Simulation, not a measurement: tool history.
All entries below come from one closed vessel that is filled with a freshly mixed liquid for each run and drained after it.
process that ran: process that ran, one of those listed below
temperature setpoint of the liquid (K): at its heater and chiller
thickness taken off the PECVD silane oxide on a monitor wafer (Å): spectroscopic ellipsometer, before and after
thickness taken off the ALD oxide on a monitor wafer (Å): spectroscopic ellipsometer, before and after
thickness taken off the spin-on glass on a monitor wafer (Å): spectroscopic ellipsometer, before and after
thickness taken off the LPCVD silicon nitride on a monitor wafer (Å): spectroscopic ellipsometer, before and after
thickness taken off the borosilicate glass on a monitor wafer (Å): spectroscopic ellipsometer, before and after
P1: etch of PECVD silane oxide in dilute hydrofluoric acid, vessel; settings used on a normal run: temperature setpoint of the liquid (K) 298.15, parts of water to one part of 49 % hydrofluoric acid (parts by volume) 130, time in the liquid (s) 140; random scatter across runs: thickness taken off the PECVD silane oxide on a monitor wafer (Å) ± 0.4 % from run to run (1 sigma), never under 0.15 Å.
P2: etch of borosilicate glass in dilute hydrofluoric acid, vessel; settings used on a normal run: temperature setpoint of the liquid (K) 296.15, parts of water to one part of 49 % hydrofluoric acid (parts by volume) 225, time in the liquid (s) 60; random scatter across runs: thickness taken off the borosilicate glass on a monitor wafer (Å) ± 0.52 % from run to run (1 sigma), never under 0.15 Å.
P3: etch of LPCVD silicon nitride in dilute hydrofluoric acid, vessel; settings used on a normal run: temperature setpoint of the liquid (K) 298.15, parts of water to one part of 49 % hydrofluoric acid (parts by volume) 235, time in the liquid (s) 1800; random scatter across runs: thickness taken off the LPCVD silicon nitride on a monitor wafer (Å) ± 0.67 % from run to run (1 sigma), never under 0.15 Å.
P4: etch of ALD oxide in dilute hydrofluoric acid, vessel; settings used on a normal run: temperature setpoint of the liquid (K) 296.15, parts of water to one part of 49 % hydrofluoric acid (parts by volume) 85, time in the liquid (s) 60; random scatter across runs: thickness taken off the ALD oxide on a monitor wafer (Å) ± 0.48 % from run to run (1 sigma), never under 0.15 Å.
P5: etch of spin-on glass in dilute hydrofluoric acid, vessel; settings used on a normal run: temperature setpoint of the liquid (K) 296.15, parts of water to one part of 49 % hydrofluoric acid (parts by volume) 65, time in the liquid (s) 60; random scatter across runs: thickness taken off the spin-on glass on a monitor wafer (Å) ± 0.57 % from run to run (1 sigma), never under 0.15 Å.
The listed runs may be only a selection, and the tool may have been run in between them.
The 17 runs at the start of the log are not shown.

run	day	process that ran	temperature setpoint of the liquid (K)	parts of water to one part of 49 % hydrofluoric acid (parts by volume)	time in the liquid (s)	hours since the thermometer was replaced	hours since the hydrofluoric acid flow meter was replaced	thickness taken off the PECVD silane oxide on a monitor wafer (Å)	thickness taken off the ALD oxide on a monitor wafer (Å)	thickness taken off the spin-on glass on a monitor wafer (Å)	thickness taken off the LPCVD silicon nitride on a monitor wafer (Å)	thickness taken off the borosilicate glass on a monitor wafer (Å)
18	4.729	P4	296.15	85	60	1862.9	624.4		68.022			
19	5.038	P1	298.15	130	50	1870.3	631.8	91.832				
20	5.208	P4	296.15	85	95	1874.4	635.9		106.400			
21	5.371	P1	298.15	130	140	1878.3	639.8	257.410				
22	5.546	P3	298.15	355	1800	1882.5	644.0				26.779	
23	5.825	P3	298.15	235	1800	1889.2	650.7				40.158	
24	6.092	P5	296.15	65	60	1895.6	657.1			206.51		
25	6.312	P1	298.15	130	230	1900.9	662.4	425.220				
26	6.658	P1	298.15	130	140	1909.2	670.7	257.420				
27	6.988	P1	306.15	130	40	1917.1	678.6	99.680				
28	7.258	P2	296.15	225	60	1923.6	685.1					57.865
29	7.583	P5	296.15	40	60	1931.4	692.9			350.26		
30	7.742	P1	298.15	210	140	1935.2	696.7	145.410				
31	7.958	P2	290.15	225	60	1940.4	701.9					46.105
32	8.258	P2	296.15	385	60	1947.6	709.1					28.815
33	8.612	P1	298.15	130	140	1956.1	717.6	256.940				
34	8.771	P1	298.15	130	140	1959.9	721.4	256.870				
35	9.000	P2	296.15	225	105	1965.4	726.9					101.230
36	9.283	P1	298.15	130	140	1972.2	733.7	257.240				
37	9.467	P1	298.15	130	140	1976.6	738.1	254.870				
38	9.758	P1	298.15	130	140	1983.6	745.1	247.230				
39	10.012	P1	298.15	130	140	1989.7	751.2	243.530				

The next listed run, before its measurement:
40	10.233	P1	298.15	130	140	1995.0	756.5	?				

{"run 40": {"thickness taken off the PECVD silane oxide on a monitor wafer (Å)": 244.01}}
